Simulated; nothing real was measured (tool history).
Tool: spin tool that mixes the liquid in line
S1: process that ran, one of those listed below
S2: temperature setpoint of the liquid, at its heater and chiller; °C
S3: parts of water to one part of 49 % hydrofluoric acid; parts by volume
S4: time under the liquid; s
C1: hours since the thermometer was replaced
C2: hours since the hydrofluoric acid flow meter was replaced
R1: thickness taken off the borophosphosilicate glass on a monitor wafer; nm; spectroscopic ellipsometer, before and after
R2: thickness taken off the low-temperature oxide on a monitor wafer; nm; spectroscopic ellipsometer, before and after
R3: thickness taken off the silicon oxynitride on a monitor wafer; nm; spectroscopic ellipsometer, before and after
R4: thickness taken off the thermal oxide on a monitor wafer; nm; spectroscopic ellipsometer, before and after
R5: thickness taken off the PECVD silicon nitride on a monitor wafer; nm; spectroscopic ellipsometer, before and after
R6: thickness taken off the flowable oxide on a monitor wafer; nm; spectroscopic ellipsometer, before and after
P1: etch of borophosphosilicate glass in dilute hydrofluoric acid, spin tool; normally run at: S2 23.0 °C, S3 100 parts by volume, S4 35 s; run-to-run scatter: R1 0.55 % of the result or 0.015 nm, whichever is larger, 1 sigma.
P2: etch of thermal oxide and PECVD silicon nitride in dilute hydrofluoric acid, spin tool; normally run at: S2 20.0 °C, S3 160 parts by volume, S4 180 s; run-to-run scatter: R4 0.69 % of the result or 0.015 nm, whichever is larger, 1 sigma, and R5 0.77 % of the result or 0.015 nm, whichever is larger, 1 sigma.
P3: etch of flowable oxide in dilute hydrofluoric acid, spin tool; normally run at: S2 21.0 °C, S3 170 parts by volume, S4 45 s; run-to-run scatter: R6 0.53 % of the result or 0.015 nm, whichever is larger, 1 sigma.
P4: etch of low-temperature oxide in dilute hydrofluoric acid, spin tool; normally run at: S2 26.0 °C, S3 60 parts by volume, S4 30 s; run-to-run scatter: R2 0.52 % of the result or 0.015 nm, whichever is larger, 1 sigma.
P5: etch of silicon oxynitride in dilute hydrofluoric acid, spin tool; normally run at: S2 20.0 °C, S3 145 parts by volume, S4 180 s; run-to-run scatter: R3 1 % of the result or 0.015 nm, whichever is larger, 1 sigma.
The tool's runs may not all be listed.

run   hour  S1    S2   S3   S4     C1     C2       R1       R2      R3      R4      R5      R6
  1   12.5  P1  23.0  100   35  209.5  818.0  15.3330
  2   25.6  P4  26.0  110   30  222.6  831.1            8.2844
  3   37.4  P5  20.0  145  285  234.4  842.9                    3.1763
  4   51.3  P4  26.0   60   30  248.3  856.8           16.0310
  5   61.2  P1  30.5   45   35  258.2  866.7  49.8000
  6   67.7  P1  23.0  100   35  264.7  873.2  15.5590
  7   75.3  P4  26.0   60   30  272.3  880.8           16.2770
  8   82.0  P2  27.0  160  180  279.0  887.5                            5.1060  5.3779
  9   89.3  P1  23.0  100   15  286.3  894.8   6.6044
 10   99.5  P3  21.0  295   45  296.5  905.0                                            3.2996
 11  105.6  P1  19.0  100   35  302.6  911.1  13.0460
 12  114.0  P3  21.0  170   45  311.0  919.5                                            6.4978
 13  121.7  P1  23.0  155   35  318.7  927.2   9.3155
 14  131.1  P2  20.0   90  180  328.1  936.6                            7.5347  5.9861
 15  142.0  P1  23.0  100   35  339.0  947.5  15.3090
     152.0  -- hydrofluoric acid flow meter replaced
 16  155.7  P1  23.0  100   35  352.7    3.7  15.2530
 17  167.8  P1  23.0  100   35  364.8   15.8  15.4940
 18  178.3  P5  20.0  220  180  375.3   26.3                    1.2287
 19  191.8  P1  23.0   35   35  388.8   39.8  48.1950
 20  199.1  P1  23.0  175   15  396.1   47.1   3.4883
 21  212.3  P1  23.0  100   35  409.3   60.3  15.5430
 22  226.1  P3  21.0  170   45  423.1   74.1                                            6.4683
 23  232.8  P5  20.0  145  180  429.8   80.8                    1.9789
 24  243.7  P5  20.0  145  180  440.7   91.7                    2.0463
 25  257.1  P4  26.0   60   15  454.1  105.1            8.0083
 26  265.2  P5  27.5  145  180  462.2  113.2                    2.7961
 27  271.2  P4  32.5   60   30  468.2  119.2           20.7570
 28  278.8  P3  21.0  170   15  475.8  126.8                                            2.1729
 29  289.4  P2  20.0  160  180  486.4  137.4                            3.9110  3.4276
 30  301.4  P2  20.0  160   90  498.4  149.4                            1.9544  1.6852
 31  312.5  P1  23.0  100   60  509.5  160.5  26.5370
 32  325.7  P1  29.5  100   35  522.7  173.7  20.0920
 33  335.2  P3  26.0  170   45  532.2  183.2                                            7.7945
 34  347.8  P2  20.0  160  180  544.8  195.8                            3.9303  3.3779
 35  355.9  P1  23.0  100   35  552.9  203.9  15.2180
 36  369.4  P1  23.0  100   35  566.4  217.4  14.9950
 37  377.4  P1  23.0  100   35  574.4  225.4  14.5490
 38  386.2  P1  23.0  100   35  583.2  234.2  14.5480
 39  392.6  P1  23.0  100   35  589.6  240.6  14.2380
 40  399.5  P1  23.0  100   35  596.5  247.5  14.2770
 41  407.4  P1  23.0  100   35  604.4  255.4  14.2790
 42  421.3  P1  23.0  100   35  618.3  269.3  14.2620
 43  427.7  P1  23.0  100   35  624.7  275.7  14.3270
 44  438.9  P1  23.0  100   35  635.9  286.9  14.3750

What P1 gives has crept away from where it was. These 2 causes fit the log equally well, each at the size given:
A: liquid colder than its thermometer reads (K) = 2.01
B: hydrofluoric acid flow below the setpoint (%) = 6.94
The creep began at about hour 355.9.

4 check runs are offered, one wafer each, their results left as question marks. Which one tells the causes apart?
check 1  450.1  P4  26.0   60   30               ?
check 2  450.1  P3  21.0  170   45                               ?
check 3  450.1  P5  20.0  145  180                   ?
check 4  450.1  P2  20.0  160  180                       ?   ?

What each check would give under each cause:
  check  result     if A     if B
check 1      R2  14.8410  14.8920
check 2      R6   5.9800   5.9443
check 3      R3   1.8047   1.8366
check 4      R4   3.6158   3.6022
check 4      R5   2.9925   3.1934
How far apart the two closest causes lie, in the result that separates them most: check 1 0.34 %; check 2 0.6 %; check 3 1.76 %; check 4 6.5 %
Only check 4 tells the causes apart: in the others they would give nearly the same result.

Then check 4 was run and gave: R4 3.6134 nm; R5 3.2126 nm. Which cause is it?

It is B: hydrofluoric acid flow below the setpoint (%).
